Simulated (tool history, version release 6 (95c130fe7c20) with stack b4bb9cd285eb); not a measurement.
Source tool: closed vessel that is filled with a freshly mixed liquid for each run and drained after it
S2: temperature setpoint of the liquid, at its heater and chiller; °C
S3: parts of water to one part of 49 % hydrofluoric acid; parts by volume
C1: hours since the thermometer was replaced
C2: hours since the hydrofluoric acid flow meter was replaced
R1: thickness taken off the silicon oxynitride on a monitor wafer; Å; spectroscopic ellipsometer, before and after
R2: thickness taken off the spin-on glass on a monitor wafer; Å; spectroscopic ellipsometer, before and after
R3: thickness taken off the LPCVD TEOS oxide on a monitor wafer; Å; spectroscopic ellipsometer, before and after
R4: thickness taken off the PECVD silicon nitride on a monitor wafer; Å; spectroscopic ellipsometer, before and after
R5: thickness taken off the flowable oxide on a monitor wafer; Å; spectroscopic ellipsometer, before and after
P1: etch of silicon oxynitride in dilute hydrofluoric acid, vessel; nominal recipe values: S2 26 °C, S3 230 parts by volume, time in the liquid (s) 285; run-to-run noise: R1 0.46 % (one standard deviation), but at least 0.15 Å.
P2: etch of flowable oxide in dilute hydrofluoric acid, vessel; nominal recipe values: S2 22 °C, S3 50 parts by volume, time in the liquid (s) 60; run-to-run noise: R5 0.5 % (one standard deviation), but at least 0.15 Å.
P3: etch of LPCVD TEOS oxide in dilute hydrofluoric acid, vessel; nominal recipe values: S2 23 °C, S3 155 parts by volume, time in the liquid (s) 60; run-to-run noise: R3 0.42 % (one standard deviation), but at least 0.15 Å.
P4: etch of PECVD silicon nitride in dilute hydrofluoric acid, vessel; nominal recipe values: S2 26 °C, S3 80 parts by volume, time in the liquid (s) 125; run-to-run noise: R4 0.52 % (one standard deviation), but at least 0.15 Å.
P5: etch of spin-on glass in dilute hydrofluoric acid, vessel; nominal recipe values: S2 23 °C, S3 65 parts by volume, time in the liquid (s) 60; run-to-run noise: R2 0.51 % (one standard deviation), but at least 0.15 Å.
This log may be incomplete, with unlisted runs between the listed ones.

{"run": 1, "day": 0.358, "process that ran": "P1", "S2": 26, "S3": 230, "time in the liquid (s)": 285, "C1": 277.1, "C2": 653.3, "R1": 46.304}
{"run": 2, "day": 0.725, "process that ran": "P5", "S2": 23, "S3": 65, "time in the liquid (s)": 60, "C1": 285.9, "C2": 662.1, "R2": 286.25}
{"run": 3, "day": 1.317, "process that ran": "P3", "S2": 17, "S3": 155, "time in the liquid (s)": 60, "C1": 300.1, "C2": 676.3, "R3": 90.417}
{"run": 4, "day": 1.921, "process that ran": "P1", "S2": 26, "S3": 230, "time in the liquid (s)": 285, "C1": 314.6, "C2": 690.8, "R1": 46.4}
{"run": 5, "day": 2.438, "process that ran": "P5", "S2": 27, "S3": 65, "time in the liquid (s)": 60, "C1": 327, "C2": 703.2, "R2": 333.06}
{"run": 6, "day": 2.771, "process that ran": "P4", "S2": 26, "S3": 80, "time in the liquid (s)": 35, "C1": 335, "C2": 711.2, "R4": 15.339}
{"run": 7, "day": 3.067, "process that ran": "P1", "S2": 26, "S3": 230, "time in the liquid (s)": 35, "C1": 342.1, "C2": 718.3, "R1": 5.6682}
{"run": 8, "day": 3.354, "process that ran": "P2", "S2": 22, "S3": 20, "time in the liquid (s)": 60, "C1": 349, "C2": 725.2, "R5": 807.31}
{"run": 9, "day": 3.675, "process that ran": "P1", "S2": 26, "S3": 230, "time in the liquid (s)": 285, "C1": 356.7, "C2": 732.9, "R1": 46.012}
{"run": 10, "day": 4.15, "process that ran": "P1", "S2": 26, "S3": 230, "time in the liquid (s)": 285, "C1": 368.1, "C2": 744.3, "R1": 46.295}
{"run": 11, "day": 4.429, "process that ran": "P2", "S2": 22, "S3": 50, "time in the liquid (s)": 60, "C1": 374.8, "C2": 751, "R5": 308.98}
{"run": 12, "day": 4.929, "process that ran": "P1", "S2": 26, "S3": 230, "time in the liquid (s)": 285, "C1": 386.8, "C2": 763, "R1": 45.839}
{"run": 13, "day": 5.517, "process that ran": "P4", "S2": 26, "S3": 30, "time in the liquid (s)": 125, "C1": 400.9, "C2": 777.1, "R4": 142.89}
{"run": 14, "day": 5.85, "process that ran": "P5", "S2": 23, "S3": 30, "time in the liquid (s)": 60, "C1": 408.9, "C2": 785.1, "R2": 641.18}
{"run": 15, "day": 6.117, "process that ran": "P3", "S2": 23, "S3": 255, "time in the liquid (s)": 60, "C1": 415.3, "C2": 791.5, "R3": 62.838}
{"run": 16, "day": 6.396, "process that ran": "P3", "S2": 23, "S3": 155, "time in the liquid (s)": 30, "C1": 422, "C2": 798.2, "R3": 57.428}
{"run": 17, "day": 6.783, "process that ran": "P4", "S2": 26, "S3": 80, "time in the liquid (s)": 125, "C1": 431.3, "C2": 807.5, "R4": 55.317}
{"run": 18, "day": 7.112, "process that ran": "P1", "S2": 26, "S3": 40, "time in the liquid (s)": 285, "C1": 439.2, "C2": 815.4, "R1": 314.04}
{"run": 19, "day": 7.508, "process that ran": "P1", "S2": 22.5, "S3": 140, "time in the liquid (s)": 285, "C1": 448.7, "C2": 824.9, "R1": 69.465}
{"run": 20, "day": 8.046, "process that ran": "P3", "S2": 23, "S3": 155, "time in the liquid (s)": 60, "C1": 461.6, "C2": 837.8, "R3": 114.28}
{"run": 21, "day": 8.517, "process that ran": "P2", "S2": 22, "S3": 50, "time in the liquid (s)": 110, "C1": 472.9, "C2": 849.1, "R5": 565.1}
{"run": 22, "day": 8.858, "process that ran": "P1", "S2": 26, "S3": 230, "time in the liquid (s)": 555, "C1": 481.1, "C2": 857.3, "R1": 90.245}
{"run": 23, "day": 9.308, "process that ran": "P5", "S2": 23, "S3": 65, "time in the liquid (s)": 60, "C1": 491.9, "C2": 868.1, "R2": 281.79}
{"run": 24, "day": 9.883, "process that ran": "P4", "S2": 33.5, "S3": 80, "time in the liquid (s)": 125, "C1": 505.7, "C2": 881.9, "R4": 87.713}
{"run": 25, "day": 10.296, "process that ran": "P1", "S2": 21, "S3": 100, "time in the liquid (s)": 285, "C1": 515.6, "C2": 891.8, "R1": 93.545}
{"run": 26, "day": 10.567, "process that ran": "P1", "S2": 26, "S3": 410, "time in the liquid (s)": 285, "C1": 522.1, "C2": 898.3, "R1": 22.99}
{"run": 27, "day": 11.054, "process that ran": "P2", "S2": 26, "S3": 50, "time in the liquid (s)": 60, "C1": 533.8, "C2": 910, "R5": 364.5}
{"run": 28, "day": 11.483, "process that ran": "P1", "S2": 21.5, "S3": 230, "time in the liquid (s)": 285, "C1": 544.1, "C2": 920.3, "R1": 37.478}
{"run": 29, "day": 11.892, "process that ran": "P5", "S2": 23, "S3": 65, "time in the liquid (s)": 110, "C1": 553.9, "C2": 930.1, "R2": 521.29}
{"run": 30, "day": 12.154, "process that ran": "P1", "S2": 34, "S3": 230, "time in the liquid (s)": 285, "C1": 560.2, "C2": 936.4, "R1": 64.299}
{"run": 31, "day": 12.579, "process that ran": "P2", "S2": 22, "S3": 50, "time in the liquid (s)": 60, "C1": 570.4, "C2": 946.6, "R5": 306.85}
{"run": 32, "day": 13.162, "process that ran": "P1", "S2": 26, "S3": 230, "time in the liquid (s)": 285, "C1": 584.4, "C2": 960.6, "R1": 46.105}
{"run": 33, "day": 13.567, "process that ran": "P1", "S2": 26, "S3": 230, "time in the liquid (s)": 285, "C1": 594.1, "C2": 970.3, "R1": 47.377}
{"run": 34, "day": 14.146, "process that ran": "P1", "S2": 26, "S3": 230, "time in the liquid (s)": 285, "C1": 608, "C2": 984.2, "R1": 48.839}
{"run": 35, "day": 14.733, "process that ran": "P1", "S2": 26, "S3": 230, "time in the liquid (s)": 285, "C1": 622.1, "C2": 998.3, "R1": 49.276}
{"run": 36, "day": 15.288, "process that ran": "P1", "S2": 26, "S3": 230, "time in the liquid (s)": 285, "C1": 635.4, "C2": 1011.6, "R1": 49.718}
{"run": 37, "day": 15.796, "process that ran": "P1", "S2": 26, "S3": 230, "time in the liquid (s)": 285, "C1": 647.6, "C2": 1023.8, "R1": 50.215}
{"run": 38, "day": 16.217, "process that ran": "P1", "S2": 26, "S3": 230, "time in the liquid (s)": 285, "C1": 657.7, "C2": 1033.9, "R1": 50.238}
{"run": 39, "day": 16.617, "process that ran": "P1", "S2": 26, "S3": 230, "time in the liquid (s)": 285, "C1": 667.3, "C2": 1043.5, "R1": 50.295}
{"run": 40, "day": 17.021, "process that ran": "P1", "S2": 26, "S3": 230, "time in the liquid (s)": 285, "C1": 677, "C2": 1053.2, "R1": 50.601}
{"run": 41, "day": 17.425, "process that ran": "P1", "S2": 26, "S3": 230, "time in the liquid (s)": 285, "C1": 686.7, "C2": 1062.9, "R1": 50.557}
{"run": 42, "day": 17.712, "process that ran": "P1", "S2": 26, "S3": 230, "time in the liquid (s)": 285, "C1": 693.6, "C2": 1069.8, "R1": 50.69}
{"run": 43, "day": 18.046, "process that ran": "P1", "S2": 26, "S3": 230, "time in the liquid (s)": 285, "C1": 701.6, "C2": 1077.8, "R1": 50.739}

P1 no longer gives what it gave before; its output has crept away from where it was. The following 2 causes, each at its listed size, fit the log equally well:
A: liquid hotter than its thermometer reads (K) = 2.11
B: hydrofluoric acid flow above the setpoint (%) = 7.92
Creep in the process output first set in at about day 13.162.

Below are 4 check runs, each on a single wafer, with their results shown as question marks. Which of them would tell the listed causes apart, meaning the causes would give clearly different results under it?
{"run": "check 1", "day": 18.379, "process that ran": "P5", "S2": 23, "S3": 65, "time in the liquid (s)": 60, "R2": "?"}
{"run": "check 2", "day": 18.379, "process that ran": "P2", "S2": 22, "S3": 50, "time in the liquid (s)": 60, "R5": "?"}
{"run": "check 3", "day": 18.379, "process that ran": "P4", "S2": 26, "S3": 80, "time in the liquid (s)": 125, "R4": "?"}
{"run": "check 4", "day": 18.379, "process that ran": "P3", "S2": 23, "S3": 155, "time in the liquid (s)": 60, "R3": "?"}

Check results expected under each cause:
check=check_1 result=R2 if_A=309.11 if_B=308.03
check=check_2 result=R5 if_A=336.03 if_B=333.81
check=check_3 result=R4 if_A=62.987 if_B=59.227
check=check_4 result=R3 if_A=124.15 if_B=125.23
Distance between the nearest two causes, measured in the result of the check that separates them most: check 1 0.35 %; check 2 0.66 %; check 3 6.15 %; check 4 0.86 %
Check 3 distinguishes between the causes, while the remaining checks would return nearly the same result for all of them.

Check 3 was carried out, with these results: R4 62.229 Å. Which of the listed causes is responsible?

The correct cause is A, namely: liquid hotter than its thermometer reads (K).
